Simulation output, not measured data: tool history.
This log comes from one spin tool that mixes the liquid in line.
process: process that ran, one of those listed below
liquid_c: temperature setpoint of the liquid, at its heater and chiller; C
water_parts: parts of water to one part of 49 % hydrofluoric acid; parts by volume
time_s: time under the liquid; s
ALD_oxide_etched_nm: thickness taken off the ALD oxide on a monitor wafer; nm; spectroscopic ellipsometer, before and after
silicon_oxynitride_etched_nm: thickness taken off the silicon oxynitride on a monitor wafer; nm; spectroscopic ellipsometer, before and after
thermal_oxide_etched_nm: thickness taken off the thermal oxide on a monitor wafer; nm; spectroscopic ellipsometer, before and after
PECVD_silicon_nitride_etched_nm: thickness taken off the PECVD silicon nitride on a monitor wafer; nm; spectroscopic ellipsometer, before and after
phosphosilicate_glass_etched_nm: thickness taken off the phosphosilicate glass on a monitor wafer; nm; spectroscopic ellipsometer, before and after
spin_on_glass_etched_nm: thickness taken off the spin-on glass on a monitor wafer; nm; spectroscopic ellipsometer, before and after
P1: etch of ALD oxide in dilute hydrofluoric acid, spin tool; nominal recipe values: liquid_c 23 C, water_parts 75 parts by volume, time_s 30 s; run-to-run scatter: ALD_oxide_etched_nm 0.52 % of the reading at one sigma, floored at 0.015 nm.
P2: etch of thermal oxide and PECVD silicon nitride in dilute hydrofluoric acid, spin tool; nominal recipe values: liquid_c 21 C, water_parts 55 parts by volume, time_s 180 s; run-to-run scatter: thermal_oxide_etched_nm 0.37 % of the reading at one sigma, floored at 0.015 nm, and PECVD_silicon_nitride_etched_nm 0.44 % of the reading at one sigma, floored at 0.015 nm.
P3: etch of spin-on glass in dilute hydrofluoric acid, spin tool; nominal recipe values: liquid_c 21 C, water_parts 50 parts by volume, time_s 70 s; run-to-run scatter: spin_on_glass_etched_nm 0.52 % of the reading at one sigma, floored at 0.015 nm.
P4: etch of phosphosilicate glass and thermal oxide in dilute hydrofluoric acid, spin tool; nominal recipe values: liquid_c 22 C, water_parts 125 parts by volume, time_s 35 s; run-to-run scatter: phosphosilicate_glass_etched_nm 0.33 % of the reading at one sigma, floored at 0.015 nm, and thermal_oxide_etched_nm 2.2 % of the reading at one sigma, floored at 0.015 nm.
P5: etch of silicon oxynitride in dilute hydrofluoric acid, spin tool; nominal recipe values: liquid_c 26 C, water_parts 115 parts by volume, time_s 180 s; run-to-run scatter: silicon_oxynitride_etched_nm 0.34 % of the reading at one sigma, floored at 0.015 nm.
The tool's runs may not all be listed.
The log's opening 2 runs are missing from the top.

run	hour	process	liquid_c	water_parts	time_s	ALD_oxide_etched_nm	silicon_oxynitride_etched_nm	thermal_oxide_etched_nm	PECVD_silicon_nitride_etched_nm	phosphosilicate_glass_etched_nm	spin_on_glass_etched_nm
3	40.6	P1	23	135	60	9.9182					
4	53.6	P1	23	75	30	9.6567					
5	61.5	P1	23	75	30	9.6763					
6	73.0	P2	21	55	65			5.3497	4.2775		
7	87.1	P1	23	75	30	9.5483					
8	98.7	P1	17	75	15	3.7486					
9	109.3	P5	26	115	180		6.9200				
10	116.8	P4	22	125	35			1.1950		15.399	
11	133.7	P3	17	50	70						46.859
12	141.5	P4	22	125	55			1.9826		24.172	
13	152.6	P3	21	50	70						56.517
14	163.6	P1	23	75	30	9.5465					
15	173.9	P5	32	115	180		9.0996				
16	182.5	P1	23	75	15	4.8253					
17	192.9	P1	23	75	55	17.5730					
18	200.9	P3	21	85	70						31.822
19	215.0	P1	23	20	30	38.9000					
20	226.2	P5	26	115	320		12.3420				
21	236.6	P1	27	75	30	11.1620					

Forecast run 22:
22	249.3	P2	21	20	180			?	?		

thermal_oxide_etched_nm: 42.7550 nm
PECVD_silicon_nitride_etched_nm: 31.0550 nm

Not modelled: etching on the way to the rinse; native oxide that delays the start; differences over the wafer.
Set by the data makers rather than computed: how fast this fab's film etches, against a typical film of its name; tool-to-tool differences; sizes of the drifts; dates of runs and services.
